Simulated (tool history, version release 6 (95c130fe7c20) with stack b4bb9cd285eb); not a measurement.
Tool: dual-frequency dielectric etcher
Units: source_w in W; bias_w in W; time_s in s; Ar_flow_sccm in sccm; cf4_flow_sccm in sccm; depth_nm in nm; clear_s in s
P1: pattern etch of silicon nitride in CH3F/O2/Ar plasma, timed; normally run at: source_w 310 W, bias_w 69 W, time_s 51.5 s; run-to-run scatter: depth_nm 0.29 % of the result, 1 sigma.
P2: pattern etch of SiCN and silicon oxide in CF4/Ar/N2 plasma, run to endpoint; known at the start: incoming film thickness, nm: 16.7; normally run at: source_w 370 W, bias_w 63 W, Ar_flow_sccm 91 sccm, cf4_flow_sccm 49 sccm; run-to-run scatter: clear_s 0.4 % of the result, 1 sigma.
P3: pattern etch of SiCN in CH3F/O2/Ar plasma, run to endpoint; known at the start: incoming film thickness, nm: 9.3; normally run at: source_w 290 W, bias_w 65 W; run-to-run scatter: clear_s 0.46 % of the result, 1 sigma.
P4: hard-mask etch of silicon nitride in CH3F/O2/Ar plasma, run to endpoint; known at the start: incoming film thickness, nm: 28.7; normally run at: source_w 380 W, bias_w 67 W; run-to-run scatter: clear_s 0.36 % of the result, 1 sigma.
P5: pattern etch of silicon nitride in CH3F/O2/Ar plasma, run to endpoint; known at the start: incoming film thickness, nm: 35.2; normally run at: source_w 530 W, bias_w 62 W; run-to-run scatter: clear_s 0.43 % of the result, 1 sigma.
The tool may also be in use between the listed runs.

| run | hour | process | source_w | bias_w | time_s | Ar_flow_sccm | cf4_flow_sccm | hours since the last wet clean | hours since the last source power generator calibration | hours since the last bias power generator calibration | depth_nm | clear_s |
|---|---|---|---|---|---|---|---|---|---|---|---|---|
| 1 | 10.7 | P1 | 310 | 69 | 51.5 |  |  | 296.3 | 1250.6 | 1016.9 | 32.177 |  |
| 2 | 26.7 | P1 | 310 | 69 | 51.5 |  |  | 312.3 | 1266.6 | 1032.9 | 32.249 |  |
| 3 | 34.4 | P2 | 370 | 63 |  | 91 | 39 | 320 | 1274.3 | 1040.6 |  | 25.73 |
| 4 | 41.6 | P4 | 380 | 92 |  |  |  | 327.2 | 1281.5 | 1047.8 |  | 39.375 |
| 5 | 52 | P2 | 470 | 63 |  | 91 | 49 | 337.6 | 1291.9 | 1058.2 |  | 19.916 |
| 6 | 62.4 | P3 | 290 | 65 |  |  |  | 348 | 1302.3 | 1068.6 |  | 28.357 |
| 7 | 70.6 | P1 | 310 | 69 | 51.5 |  |  | 356.2 | 1310.5 | 1076.8 | 32.163 |  |
| 8 | 80 | P5 | 530 | 62 |  |  |  | 365.6 | 1319.9 | 1086.2 |  | 48.77 |
| 9 | 90.7 | P1 | 220 | 90 | 51.5 |  |  | 376.3 | 1330.6 | 1096.9 | 31.346 |  |
| 10 | 106.1 | P1 | 240 | 69 | 51.5 |  |  | 391.7 | 1346 | 1112.3 | 29.271 |  |
| 11 | 114.9 | P2 | 370 | 63 |  | 113 | 49 | 400.5 | 1354.8 | 1121.1 |  | 25.439 |
| 12 | 123.2 | P1 | 310 | 69 | 35 |  |  | 408.8 | 1363.1 | 1129.4 | 21.916 |  |
|  | 134.2 | bias power generator calibrated |
| 13 | 139.1 | P3 | 360 | 65 |  |  |  | 424.7 | 1379 | 5 |  | 26.054 |
| 14 | 150.7 | P1 | 310 | 69 | 51.5 |  |  | 436.3 | 1390.6 | 16.6 | 32.299 |  |
| 15 | 159.8 | P4 | 250 | 67 |  |  |  | 445.4 | 1399.7 | 25.7 |  | 51.57 |
| 16 | 172.7 | P1 | 410 | 69 | 51.5 |  |  | 458.3 | 1412.6 | 38.6 | 35.783 |  |
| 17 | 181.2 | P5 | 330 | 62 |  |  |  | 466.8 | 1421.1 | 47.1 |  | 58.482 |
| 18 | 192.3 | P1 | 310 | 93 | 37.5 |  |  | 477.9 | 1432.2 | 58.2 | 26.164 |  |
| 19 | 207.6 | P2 | 370 | 63 |  | 91 | 49 | 493.2 | 1447.5 | 73.5 |  | 24.857 |
| 20 | 221.7 | P1 | 310 | 69 | 73.5 |  |  | 507.3 | 1461.6 | 87.6 | 45.825 |  |
| 21 | 231.6 | P5 | 530 | 62 |  |  |  | 517.2 | 1471.5 | 97.5 |  | 49.233 |
| 22 | 247.6 | P3 | 290 | 88 |  |  |  | 533.2 | 1487.5 | 113.5 |  | 25.301 |
| 23 | 258.9 | P2 | 370 | 63 |  | 91 | 49 | 544.5 | 1498.8 | 124.8 |  | 24.83 |
| 24 | 270.6 | P1 | 430 | 69 | 72.5 |  |  | 556.2 | 1510.5 | 136.5 | 51.506 |  |
| 25 | 282.7 | P2 | 370 | 38 |  | 91 | 49 | 568.3 | 1522.6 | 148.6 |  | 29.151 |
| 26 | 295.6 | P1 | 310 | 69 | 51.5 |  |  | 581.2 | 1535.5 | 161.5 | 32.32 |  |
| 27 | 305.8 | P1 | 310 | 48 | 51.5 |  |  | 591.4 | 1545.7 | 171.7 | 28.497 |  |
| 28 | 317.5 | P1 | 310 | 82 | 51.5 |  |  | 603.1 | 1557.4 | 183.4 | 34.098 |  |
| 29 | 330.3 | P5 | 530 | 36 |  |  |  | 615.9 | 1570.2 | 196.2 |  | 57.512 |
| 30 | 343 | P3 | 290 | 65 |  |  |  | 628.6 | 1582.9 | 208.9 |  | 28 |
| 31 | 351.5 | P4 | 380 | 67 |  |  |  | 637.1 | 1591.4 | 217.4 |  | 43.917 |
| 32 | 362.9 | P1 | 310 | 69 | 51.5 |  |  | 648.5 | 1602.8 | 228.8 | 32.355 |  |
| 33 | 377.5 | P1 | 310 | 69 | 51.5 |  |  | 663.1 | 1617.4 | 243.4 | 32.291 |  |
| 34 | 386 | P1 | 310 | 69 | 51.5 |  |  | 671.6 | 1625.9 | 251.9 | 32.218 |  |
| 35 | 401.1 | P1 | 310 | 69 | 51.5 |  |  | 686.7 | 1641 | 267 | 32.032 |  |
| 36 | 417.4 | P1 | 310 | 69 | 51.5 |  |  | 703 | 1657.3 | 283.3 | 31.894 |  |
|  | 418.9 | wet clean of the chamber |
| 37 | 424.9 | P1 | 310 | 69 | 51.5 |  |  | 6.1 | 1664.8 | 290.8 | 31.732 |  |
| 38 | 436.9 | P1 | 310 | 69 | 51.5 |  |  | 18.1 | 1676.8 | 302.8 | 31.665 |  |
| 39 | 449.9 | P1 | 310 | 69 | 51.5 |  |  | 31.1 | 1689.8 | 315.8 | 31.877 |  |
| 40 | 463.7 | P1 | 310 | 69 | 51.5 |  |  | 44.9 | 1703.6 | 329.6 | 31.829 |  |

What P1 gives has crept away from where it was. These 2 causes fit the log equally well, each at the size given:
A: bias power that arrives under what is set, % = 4.24
B: source power that arrives under what is set, % = 3.87
The creep began at about hour 377.5.
Why every other cause is out:
chamber walls in a state that lowers the etch rate, %: serviced at hour 418.9, which brought nothing back

4 check runs are offered, each on 2 wafers whose results are averaged, their results left as question marks. Which one tells the causes apart?
| check 1 | 477.5 | P3 | 360 | 84 |  |  |  |  |  |  |  | ? |
| check 2 | 477.5 | P2 | 370 | 47 |  | 91 | 49 |  |  |  |  | ? |
| check 3 | 477.5 | P4 | 280 | 91 |  |  |  |  |  |  |  | ? |
| check 4 | 477.5 | P5 | 340 | 48 |  |  |  |  |  |  |  | ? |

What each check would give under each cause:
| check | result | if A | if B |
|---|---|---|---|
| check 1 | clear_s | 24.062 | 24.033 |
| check 2 | clear_s | 27.637 | 28.223 |
| check 3 | clear_s | 44.889 | 44.833 |
| check 4 | clear_s | 63.689 | 63.803 |
How far apart the two closest causes lie, in the result that separates them most: check 1 0.12 %; check 2 2.1 %; check 3 0.13 %; check 4 0.18 %
Only check 2 tells the causes apart: in the others they would give nearly the same result.

Check 2 was then run and gave: clear_s 27.548 s. Which cause is it?

It is A: bias power that arrives under what is set, %.

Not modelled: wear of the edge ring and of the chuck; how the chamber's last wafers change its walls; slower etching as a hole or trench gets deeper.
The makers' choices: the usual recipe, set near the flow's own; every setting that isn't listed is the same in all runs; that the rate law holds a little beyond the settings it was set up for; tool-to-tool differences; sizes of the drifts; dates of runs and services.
